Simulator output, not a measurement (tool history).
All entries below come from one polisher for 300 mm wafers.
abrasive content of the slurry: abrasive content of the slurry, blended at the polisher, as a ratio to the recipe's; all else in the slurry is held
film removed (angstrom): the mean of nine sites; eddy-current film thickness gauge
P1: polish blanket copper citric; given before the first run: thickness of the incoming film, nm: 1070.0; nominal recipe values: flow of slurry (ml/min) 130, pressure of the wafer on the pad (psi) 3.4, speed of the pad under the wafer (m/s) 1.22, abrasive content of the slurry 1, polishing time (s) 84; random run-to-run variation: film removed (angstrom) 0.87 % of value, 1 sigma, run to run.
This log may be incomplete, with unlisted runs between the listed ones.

run,hour,flow of slurry (ml/min),pressure of the wafer on the pad (psi),speed of the pad under the wafer (m/s),abrasive content of the slurry,polishing time (s),wafers polished on this pad,hours since the slurry nozzle was cleaned,hours since the head pressure was calibrated,hours since the slurry blender was calibrated,film removed (angstrom)
1,7.5,130,3.4,1.22,1,84,344,96.5,360.3,252.3,2066.1
2,23.8,130,1.5,1.22,1,84,446,112.8,376.6,268.6,913.52
3,37,130,3.4,1.62,1,49,528,126,389.8,281.8,1595.1
4,46.8,130,3.4,1.22,1,84,589,135.8,399.6,291.6,2055.6
5,59.8,170,3.4,1.22,0.6,84,671,148.8,412.6,304.6,1930.3
6,76.6,130,3.4,1.22,0.6,84,775,165.6,429.4,321.4,1870.2
7,85.5,130,3.4,1.22,1,128,831,174.5,438.3,330.3,3119.5
8,100.6,200,3.4,1.22,1,84,925,189.6,453.4,345.4,2227.1
9,110.9,130,3.4,1.22,1,61,989,199.9,463.7,355.7,1491.7
10,121.6,130,3.4,1.22,1.5,84,1056,210.6,474.4,366.4,2214
11,131.2,130,3.4,1.72,1,84,1116,220.2,484,376,2888.4
12,142.7,130,3.4,1.22,1,84,1188,231.7,495.5,387.5,2090.7
13,158.8,170,3.4,1.22,1,130,1288,247.8,511.6,403.6,3340.1
14,167.7,130,3.4,1.22,1,84,1344,256.7,520.5,412.5,2044
15,175.8,130,3.4,1.22,1,84,1394,264.8,528.6,420.6,2089.8
16,185.4,130,3.4,0.66,1,84,1454,274.4,538.2,430.2,1121.6
17,200.1,95,3.4,1.22,1,84,1546,289.1,552.9,444.9,1924.6

The next listed run, before its measurement:
18,209.3,130,5.3,1.22,1,84,1603,298.3,562.1,454.1,?

{"run 18": {"film removed (angstrom)": 3152.8}}
